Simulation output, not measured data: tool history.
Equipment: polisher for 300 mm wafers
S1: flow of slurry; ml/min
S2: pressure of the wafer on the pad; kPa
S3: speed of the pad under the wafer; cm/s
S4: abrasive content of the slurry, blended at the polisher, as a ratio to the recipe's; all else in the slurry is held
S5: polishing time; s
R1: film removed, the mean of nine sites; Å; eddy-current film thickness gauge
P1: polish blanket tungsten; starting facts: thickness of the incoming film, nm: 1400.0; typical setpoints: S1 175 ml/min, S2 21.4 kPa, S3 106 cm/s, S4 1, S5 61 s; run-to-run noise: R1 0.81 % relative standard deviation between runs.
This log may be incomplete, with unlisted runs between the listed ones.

{"run": 1, "hour": 9.5, "S1": 175, "S2": 21.4, "S3": 106, "S4": 1, "S5": 61, "R1": 2670.7}
{"run": 2, "hour": 21.2, "S1": 175, "S2": 21.4, "S3": 160, "S4": 1, "S5": 61, "R1": 4018.2}
{"run": 3, "hour": 34.0, "S1": 175, "S2": 21.4, "S3": 106, "S4": 1, "S5": 61, "R1": 2671.2}
{"run": 4, "hour": 48.0, "S1": 120, "S2": 21.4, "S3": 106, "S4": 1, "S5": 61, "R1": 2498.3}
{"run": 5, "hour": 58.2, "S1": 175, "S2": 21.4, "S3": 106, "S4": 1, "S5": 61, "R1": 2673.5}
{"run": 6, "hour": 66.8, "S1": 105, "S2": 30.3, "S3": 106, "S4": 1, "S5": 61, "R1": 3382.6}
{"run": 7, "hour": 78.4, "S1": 175, "S2": 27.6, "S3": 106, "S4": 1, "S5": 61, "R1": 3454.3}
{"run": 8, "hour": 93.6, "S1": 175, "S2": 21.4, "S3": 106, "S4": 1, "S5": 61, "R1": 2704.9}
{"hour": 102.9, "done": "worn pad replaced by a new one"}
{"run": 9, "hour": 110.5, "S1": 175, "S2": 21.4, "S3": 106, "S4": 1.2, "S5": 61, "R1": 2812.4}
{"run": 10, "hour": 118.4, "S1": 175, "S2": 21.4, "S3": 106, "S4": 1, "S5": 84, "R1": 3711.4}
{"run": 11, "hour": 132.2, "S1": 175, "S2": 21.4, "S3": 106, "S4": 1, "S5": 61, "R1": 2697.6}
{"run": 12, "hour": 142.9, "S1": 175, "S2": 21.4, "S3": 106, "S4": 0.6, "S5": 61, "R1": 2417.2}
{"run": 13, "hour": 156.4, "S1": 250, "S2": 26.9, "S3": 106, "S4": 1, "S5": 61, "R1": 3526}
{"run": 14, "hour": 164.9, "S1": 175, "S2": 11.7, "S3": 106, "S4": 1, "S5": 61, "R1": 1461.6}
{"run": 15, "hour": 178.4, "S1": 175, "S2": 21.4, "S3": 106, "S4": 1, "S5": 29, "R1": 1294.5}
{"run": 16, "hour": 190.7, "S1": 175, "S2": 21.4, "S3": 48, "S4": 1, "S5": 61, "R1": 1213.6}
{"hour": 192.6, "done": "slurry blender recalibrated"}
{"run": 17, "hour": 204.8, "S1": 230, "S2": 21.4, "S3": 106, "S4": 1, "S5": 61, "R1": 2797.3}
{"run": 18, "hour": 214.1, "S1": 175, "S2": 21.4, "S3": 106, "S4": 1, "S5": 61, "R1": 2680.7}
{"run": 19, "hour": 226.5, "S1": 175, "S2": 21.4, "S3": 106, "S4": 1, "S5": 61, "R1": 2624.5}
{"run": 20, "hour": 241.8, "S1": 175, "S2": 21.4, "S3": 106, "S4": 1, "S5": 61, "R1": 2540.4}
{"run": 21, "hour": 257.4, "S1": 175, "S2": 21.4, "S3": 106, "S4": 1, "S5": 61, "R1": 2524.3}
{"hour": 265.2, "done": "head pressure recalibrated"}
{"hour": 265.6, "done": "worn pad replaced by a new one"}
{"hour": 265.9, "done": "slurry tank refilled with fresh slurry and peroxide"}
{"run": 22, "hour": 274.0, "S1": 175, "S2": 21.4, "S3": 106, "S4": 1, "S5": 61, "R1": 2493.4}
{"run": 23, "hour": 284.5, "S1": 175, "S2": 21.4, "S3": 106, "S4": 1, "S5": 61, "R1": 2500}
{"run": 24, "hour": 298.4, "S1": 175, "S2": 21.4, "S3": 106, "S4": 1, "S5": 61, "R1": 2475.4}
{"run": 25, "hour": 308.6, "S1": 175, "S2": 21.4, "S3": 106, "S4": 1, "S5": 61, "R1": 2498.1}

P1 no longer gives what it gave before; its output has crept away from where it was. The following 2 causes, each at its listed size, fit the log equally well:
A: slurry flow missing at the pad, % = 34.7
B: abrasive missing from the slurry, % = 28.6
The drift started at roughly hour 214.1.
What rules out each remaining cause:
removal rate lost through wear of the pad, %: maintenance at hour 265.6, after the shift began, did not return the process to its former output
head's pressure below its setpoint, %: maintenance at hour 265.2, after the shift began, did not return the process to its former output
peroxide lost from the slurry, %: maintenance at hour 265.9, after the shift began, did not return the process to its former output

The 4 check runs listed below each average the results of 5 wafers, and their outcomes are marked with question marks. Under which run would the listed causes produce clearly different results?
{"run": "check 1", "hour": 318.8, "S1": 175, "S2": 21.4, "S3": 68, "S4": 1, "S5": 61, "R1": "?"}
{"run": "check 2", "hour": 318.8, "S1": 125, "S2": 15.9, "S3": 106, "S4": 1, "S5": 61, "R1": "?"}
{"run": "check 3", "hour": 318.8, "S1": 175, "S2": 21.4, "S3": 50, "S4": 1, "S5": 61, "R1": "?"}
{"run": "check 4", "hour": 318.8, "S1": 175, "S2": 21.4, "S3": 82, "S4": 0.8, "S5": 61, "R1": "?"}

What every check run would give for each of its results, assuming each possible cause in turn:
check=check_1 result=R1 if_A=1589.2 if_B=1588.9
check=check_2 result=R1 if_A=1685.3 if_B=1732.2
check=check_3 result=R1 if_A=1168.5 if_B=1168.3
check=check_4 result=R1 if_A=1818.9 if_B=1821.9
Per-check spread between the two closest causes, in the result where they differ most: check 1 0.02 %; check 2 2.74 %; check 3 0.02 %; check 4 0.16 %
The causes can be told apart only by check 2. The other checks would give nearly the same results under each of them.

The results of check 2 are: R1 1736.3 Å. Based on these, which of the listed causes is it?

Of the candidate causes, it is B: abrasive missing from the slurry, %.
